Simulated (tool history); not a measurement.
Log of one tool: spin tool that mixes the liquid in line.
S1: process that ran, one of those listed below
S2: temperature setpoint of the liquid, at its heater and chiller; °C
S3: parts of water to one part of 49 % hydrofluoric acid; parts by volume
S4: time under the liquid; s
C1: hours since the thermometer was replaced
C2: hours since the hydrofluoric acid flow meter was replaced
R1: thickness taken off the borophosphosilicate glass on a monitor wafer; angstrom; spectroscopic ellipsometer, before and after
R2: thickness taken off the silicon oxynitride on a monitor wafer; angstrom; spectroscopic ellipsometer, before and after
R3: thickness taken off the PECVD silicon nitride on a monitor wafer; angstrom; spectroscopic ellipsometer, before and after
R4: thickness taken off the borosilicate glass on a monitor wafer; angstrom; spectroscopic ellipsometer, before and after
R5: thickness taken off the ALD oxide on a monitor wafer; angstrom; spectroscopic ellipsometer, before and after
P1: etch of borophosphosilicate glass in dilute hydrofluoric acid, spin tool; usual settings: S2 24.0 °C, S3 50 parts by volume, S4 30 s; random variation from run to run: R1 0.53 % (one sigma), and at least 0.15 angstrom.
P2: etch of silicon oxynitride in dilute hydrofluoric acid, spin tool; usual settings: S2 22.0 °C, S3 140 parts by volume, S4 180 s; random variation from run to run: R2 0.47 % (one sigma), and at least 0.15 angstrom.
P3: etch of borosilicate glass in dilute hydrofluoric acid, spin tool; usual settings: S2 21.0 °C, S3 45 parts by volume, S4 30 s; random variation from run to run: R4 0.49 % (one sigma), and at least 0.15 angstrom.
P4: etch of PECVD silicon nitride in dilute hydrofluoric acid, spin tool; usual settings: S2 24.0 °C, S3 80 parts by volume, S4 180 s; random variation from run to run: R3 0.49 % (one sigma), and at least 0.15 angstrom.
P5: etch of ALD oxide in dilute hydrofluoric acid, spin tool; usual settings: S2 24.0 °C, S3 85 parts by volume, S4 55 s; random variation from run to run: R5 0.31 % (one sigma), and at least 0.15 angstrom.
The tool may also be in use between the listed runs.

run   hour  S1    S2   S3   S4     C1      C2       R1       R2      R3      R4      R5
  1    9.4  P1  24.0   50   30  425.1  1367.5  165.550
  2   17.0  P2  22.0  140   15  432.7  1375.1            3.8745
  3   26.8  P1  24.0   75   30  442.5  1384.9  105.810
  4   33.2  P1  24.0   50   30  448.9  1391.3  165.530
  5   40.1  P4  24.0   80  345  455.8  1398.2                    85.525
  6   48.3  P4  29.5   80  180  464.0  1406.4                    64.573
  7   56.7  P1  24.0   20   30  472.4  1414.8  429.270
  8   65.1  P3  21.0   45   30  480.8  1423.2                            207.66
  9   70.4  P5  17.5   85   55  486.1  1428.5                                    69.928
 10   77.7  P1  18.0   20   30  493.4  1435.8  332.440
 11   86.6  P1  24.0   50   30  502.3  1444.7  165.220
 12   92.4  P4  24.0  140  180  508.1  1450.5                    25.890
 13  102.4  P1  24.0   50   60  518.1  1460.5  330.960
 14  110.9  P1  18.5   50   30  526.6  1469.0  130.770
 15  122.1  P4  24.0   80  180  537.8  1480.2                    44.890
 16  132.9  P2  22.0  235  180  548.6  1491.0           24.0030
 17  138.1  P5  24.0   85   15  553.8  1496.2                                    24.616
 18  143.7  P1  24.0   50   15  559.4  1501.8   82.175
 19  154.8  P3  21.0   65   30  570.5  1512.9                            140.84
 20  160.4  P2  27.0  140  180  576.1  1518.5           54.9660

The next listed run, before its measurement:
 21  166.5  P5  24.0  140  55  582.2  1524.6                   ?

R5: 52.033 angstrom
